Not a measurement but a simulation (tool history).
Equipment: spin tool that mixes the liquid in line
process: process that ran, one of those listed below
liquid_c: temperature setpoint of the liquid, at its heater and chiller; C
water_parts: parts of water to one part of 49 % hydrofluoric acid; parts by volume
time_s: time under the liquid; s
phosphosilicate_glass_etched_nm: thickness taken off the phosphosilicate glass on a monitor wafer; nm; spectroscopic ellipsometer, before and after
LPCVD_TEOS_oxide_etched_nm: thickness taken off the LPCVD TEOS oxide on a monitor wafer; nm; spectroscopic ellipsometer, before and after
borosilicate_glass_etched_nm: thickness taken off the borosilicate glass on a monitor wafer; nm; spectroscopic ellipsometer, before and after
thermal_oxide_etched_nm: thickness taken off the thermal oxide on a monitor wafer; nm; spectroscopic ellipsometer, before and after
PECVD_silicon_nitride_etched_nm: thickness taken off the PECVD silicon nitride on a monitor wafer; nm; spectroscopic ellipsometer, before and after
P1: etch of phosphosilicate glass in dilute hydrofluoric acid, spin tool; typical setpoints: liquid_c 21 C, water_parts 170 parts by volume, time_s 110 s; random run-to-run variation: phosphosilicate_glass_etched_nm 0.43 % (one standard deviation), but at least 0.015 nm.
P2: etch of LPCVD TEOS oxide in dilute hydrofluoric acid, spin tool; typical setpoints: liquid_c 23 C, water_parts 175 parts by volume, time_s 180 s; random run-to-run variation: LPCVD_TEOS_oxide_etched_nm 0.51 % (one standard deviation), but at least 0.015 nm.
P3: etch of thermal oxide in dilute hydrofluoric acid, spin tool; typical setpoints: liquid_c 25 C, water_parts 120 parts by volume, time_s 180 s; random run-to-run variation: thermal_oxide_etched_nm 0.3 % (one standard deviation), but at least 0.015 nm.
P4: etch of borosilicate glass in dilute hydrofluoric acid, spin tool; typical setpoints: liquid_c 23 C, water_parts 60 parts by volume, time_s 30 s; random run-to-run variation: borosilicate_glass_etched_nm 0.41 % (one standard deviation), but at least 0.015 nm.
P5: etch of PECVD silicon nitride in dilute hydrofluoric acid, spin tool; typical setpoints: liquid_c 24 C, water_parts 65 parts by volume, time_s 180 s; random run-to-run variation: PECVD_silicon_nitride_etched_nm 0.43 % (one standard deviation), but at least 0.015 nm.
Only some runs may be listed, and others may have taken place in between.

| run | hour | process | liquid_c | water_parts | time_s | hours since the thermometer was replaced | hours since the hydrofluoric acid flow meter was replaced | phosphosilicate_glass_etched_nm | LPCVD_TEOS_oxide_etched_nm | borosilicate_glass_etched_nm | thermal_oxide_etched_nm | PECVD_silicon_nitride_etched_nm |
|---|---|---|---|---|---|---|---|---|---|---|---|---|
| 1 | 4.1 | P1 | 21 | 170 | 110 | 270.9 | 414.5 | 48.451 |  |  |  |  |
| 2 | 10.2 | P1 | 21 | 65 | 110 | 277 | 420.6 | 141.87 |  |  |  |  |
| 3 | 16.4 | P1 | 21 | 170 | 175 | 283.2 | 426.8 | 76.578 |  |  |  |  |
| 4 | 22.7 | P1 | 26 | 170 | 110 | 289.5 | 433.1 | 58.383 |  |  |  |  |
| 5 | 28.2 | P2 | 23 | 55 | 180 | 295 | 438.6 |  | 110.95 |  |  |  |
| 6 | 34.5 | P1 | 21 | 225 | 55 | 301.3 | 444.9 | 17.095 |  |  |  |  |
| 7 | 39.3 | P4 | 17 | 60 | 30 | 306.1 | 449.7 |  |  | 12.179 |  |  |
| 8 | 43 | P1 | 21 | 250 | 110 | 309.8 | 453.4 | 30.207 |  |  |  |  |
| 9 | 50.1 | P2 | 27.5 | 175 | 180 | 316.9 | 460.5 |  | 35.747 |  |  |  |
| 10 | 57.3 | P3 | 25 | 120 | 30 | 324.1 | 467.7 |  |  |  | 1.0995 |  |
| 11 | 65.1 | P1 | 21 | 170 | 110 | 331.9 | 475.5 | 47.907 |  |  |  |  |
| 12 | 71.1 | P3 | 28.5 | 120 | 180 | 337.9 | 481.5 |  |  |  | 7.4532 |  |
| 13 | 76.4 | P4 | 23 | 60 | 15 | 343.2 | 486.8 |  |  | 7.848 |  |  |
| 14 | 84.4 | P1 | 21 | 170 | 20 | 351.2 | 494.8 | 8.7163 |  |  |  |  |
| 15 | 90.9 | P5 | 24 | 100 | 180 | 357.7 | 501.3 |  |  |  |  | 4.4861 |
| 16 | 96.3 | P5 | 24 | 65 | 180 | 363.1 | 506.7 |  |  |  |  | 6.8518 |
| 17 | 102.3 | P2 | 23 | 175 | 365 | 369.1 | 512.7 |  | 60.815 |  |  |  |
| 18 | 105.8 | P5 | 32 | 65 | 180 | 372.6 | 516.2 |  |  |  |  | 11.404 |
| 19 | 109.6 | P1 | 21 | 170 | 110 | 376.4 | 520 | 48.113 |  |  |  |  |
| 20 | 113.6 | P1 | 21 | 170 | 110 | 380.4 | 524 | 47.795 |  |  |  |  |
| 21 | 119.1 | P5 | 24 | 65 | 295 | 385.9 | 529.5 |  |  |  |  | 11.133 |
| 22 | 126.8 | P1 | 26.5 | 95 | 110 | 393.6 | 537.2 | 116.04 |  |  |  |  |
| 23 | 132.8 | P1 | 21 | 170 | 110 | 399.6 | 543.2 | 47.936 |  |  |  |  |
| 24 | 140.6 | P1 | 17 | 170 | 110 | 407.4 | 551 | 40.8 |  |  |  |  |
| 25 | 147.5 | P4 | 23 | 95 | 30 | 414.3 | 557.9 |  |  | 9.5922 |  |  |
| 26 | 152.6 | P3 | 25 | 170 | 180 | 419.4 | 563 |  |  |  | 4.3387 |  |
| 27 | 158.2 | P3 | 25 | 120 | 180 | 425 | 568.6 |  |  |  | 6.5159 |  |
| 28 | 165.8 | P1 | 21 | 170 | 110 | 432.6 | 576.2 | 48.309 |  |  |  |  |
| 29 | 171.7 | P3 | 25 | 120 | 180 | 438.5 | 582.1 |  |  |  | 6.5104 |  |
| 30 | 177.9 | P4 | 23 | 60 | 30 | 444.7 | 588.3 |  |  | 15.728 |  |  |
| 31 | 185.8 | P2 | 23 | 175 | 180 | 452.6 | 596.2 |  | 30.281 |  |  |  |
| 32 | 192 | P1 | 21 | 170 | 110 | 458.8 | 602.4 | 48.074 |  |  |  |  |
| 33 | 197.1 | P5 | 24 | 65 | 180 | 463.9 | 607.5 |  |  |  |  | 6.8045 |
| 34 | 203.6 | P1 | 21 | 170 | 110 | 470.4 | 614 | 48.092 |  |  |  |  |
| 35 | 210.3 | P1 | 21 | 170 | 110 | 477.1 | 620.7 | 46.978 |  |  |  |  |
| 36 | 217.5 | P1 | 21 | 170 | 110 | 484.3 | 627.9 | 46.381 |  |  |  |  |
| 37 | 222.1 | P1 | 21 | 170 | 110 | 488.9 | 632.5 | 45.925 |  |  |  |  |
| 38 | 229.4 | P1 | 21 | 170 | 110 | 496.2 | 639.8 | 45.935 |  |  |  |  |
| 39 | 235.8 | P1 | 21 | 170 | 110 | 502.6 | 646.2 | 45.309 |  |  |  |  |
| 40 | 239.3 | P1 | 21 | 170 | 110 | 506.1 | 649.7 | 45.383 |  |  |  |  |
| 41 | 244.1 | P1 | 21 | 170 | 110 | 510.9 | 654.5 | 45.551 |  |  |  |  |
| 42 | 251.5 | P1 | 21 | 170 | 110 | 518.3 | 661.9 | 45.219 |  |  |  |  |
| 43 | 255.6 | P1 | 21 | 170 | 110 | 522.4 | 666 | 45.165 |  |  |  |  |
| 44 | 260 | P1 | 21 | 170 | 110 | 526.8 | 670.4 | 45.441 |  |  |  |  |

P1 no longer gives what it gave before; its output has crept away from where it was. The following 2 causes, each at its listed size, fit the log equally well:
A: hydrofluoric acid flow below the setpoint (%) = 4.67
B: liquid colder than its thermometer reads (K) = 1.44
Onset of the creep was near hour 203.6.

Consider the 4 single-wafer check runs listed below, results given as question marks: which one distinguishes between the causes by giving clearly different results for each?
| check 1 | 264.4 | P3 | 28 | 120 | 180 |  |  |  |  |  | ? |  |
| check 2 | 264.4 | P2 | 27.5 | 175 | 345 |  |  |  | ? |  |  |  |
| check 3 | 264.4 | P4 | 17 | 85 | 30 |  |  |  |  | ? |  |  |
| check 4 | 264.4 | P5 | 31.5 | 65 | 290 |  |  |  |  |  |  | ? |

How each check would come out, cause by cause:
| check | result | if A | if B |
|---|---|---|---|
| check 1 | thermal_oxide_etched_nm | 6.9011 | 6.9081 |
| check 2 | LPCVD_TEOS_oxide_etched_nm | 64.626 | 64.981 |
| check 3 | borosilicate_glass_etched_nm | 7.975 | 7.8998 |
| check 4 | PECVD_silicon_nitride_etched_nm | 17.06 | 16.329 |
Separation of the two closest causes in each check, using whichever result separates them best: check 1 0.1 %; check 2 0.55 %; check 3 0.95 %; check 4 4.38 %
Only in check 4 would the causes give clearly different results; in the remaining checks their results would be nearly the same.

The results of check 4 are: PECVD_silicon_nitride_etched_nm 17.129 nm. Based on these, which of the listed causes is it?

It was cause A: hydrofluoric acid flow below the setpoint (%).
